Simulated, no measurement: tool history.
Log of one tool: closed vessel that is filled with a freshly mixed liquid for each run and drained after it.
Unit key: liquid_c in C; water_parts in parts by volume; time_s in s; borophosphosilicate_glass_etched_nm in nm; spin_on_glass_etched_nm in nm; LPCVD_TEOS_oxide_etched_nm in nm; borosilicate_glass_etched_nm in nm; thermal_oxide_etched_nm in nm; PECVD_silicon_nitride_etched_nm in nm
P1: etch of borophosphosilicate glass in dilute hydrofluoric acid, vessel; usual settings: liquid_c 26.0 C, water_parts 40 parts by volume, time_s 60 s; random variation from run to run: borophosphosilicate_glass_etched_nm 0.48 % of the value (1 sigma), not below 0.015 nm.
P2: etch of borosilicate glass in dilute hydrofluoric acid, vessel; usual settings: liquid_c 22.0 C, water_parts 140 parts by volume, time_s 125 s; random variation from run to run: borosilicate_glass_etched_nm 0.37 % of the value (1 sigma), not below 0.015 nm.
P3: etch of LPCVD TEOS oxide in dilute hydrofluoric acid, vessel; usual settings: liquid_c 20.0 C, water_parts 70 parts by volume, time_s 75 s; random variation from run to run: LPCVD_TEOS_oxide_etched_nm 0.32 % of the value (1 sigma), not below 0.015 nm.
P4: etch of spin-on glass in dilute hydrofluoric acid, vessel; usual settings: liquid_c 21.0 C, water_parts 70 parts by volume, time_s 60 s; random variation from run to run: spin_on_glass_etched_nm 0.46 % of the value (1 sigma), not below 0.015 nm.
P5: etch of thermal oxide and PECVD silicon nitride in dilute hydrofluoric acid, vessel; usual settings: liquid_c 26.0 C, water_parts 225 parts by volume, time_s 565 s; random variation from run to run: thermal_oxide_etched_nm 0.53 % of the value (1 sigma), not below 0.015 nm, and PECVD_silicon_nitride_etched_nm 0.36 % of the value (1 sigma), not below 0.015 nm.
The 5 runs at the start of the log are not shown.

run   hour  process  liquid_c  water_parts  time_s  borophosphosilicate_glass_etched_nm  spin_on_glass_etched_nm  LPCVD_TEOS_oxide_etched_nm  borosilicate_glass_etched_nm  thermal_oxide_etched_nm  PECVD_silicon_nitride_etched_nm
  6   46.1       P1      26.0           20      60                              188.690
  7   56.2       P4      21.0          120      60                                                        11.069
  8   65.9       P2      22.0           35     125                                                                                                                  90.051
  9   73.0       P3      17.0           70      75                                                                                   19.6620
 10   82.3       P4      21.0           70      60                                                        19.966
 11   88.1       P1      33.0           20      60                              251.260
 12   94.4       P3      20.0           20      75                                                                                   82.9940
 13  100.4       P1      20.5           40      60                               72.405
 14  110.1       P2      22.0          140     180                                                                                                                  28.572
 15  118.5       P2      22.0          140     125                                                                                                                  19.769
 16  124.8       P1      26.0           55      60                               65.422
 17  134.0       P5      19.5          225     565                                                                                                                                           8.3927                           3.7707
 18  139.8       P5      26.0          225     915                                                                                                                                          16.8950                           9.2663
 19  148.2       P1      26.0           40      60                               90.776
 20  158.2       P1      26.0           40      60                               92.106
 21  163.2       P5      26.0          225     565                                                                                                                                          10.5540                           5.7027
 22  170.1       P5      26.0          225     565                                                                                                                                          10.6310                           5.6638
 23  176.6       P2      17.0          140     125                                                                                                                  16.121
 24  183.3       P1      26.0           40      60                               92.104
 25  192.8       P1      26.0           40      30                               46.090
 26  199.4       P1      34.0           20      60                              257.400
 27  205.2       P5      26.0           65     565                                                                                                                                          44.6570                          19.5150
 28  213.2       P4      17.0           70      60                                                        16.927

Run 29 is up next; what results do you expect?
 29  219.3       P3      20.0           70      75                                                                                         ?

{"run 29": {"LPCVD_TEOS_oxide_etched_nm": 22.405}}
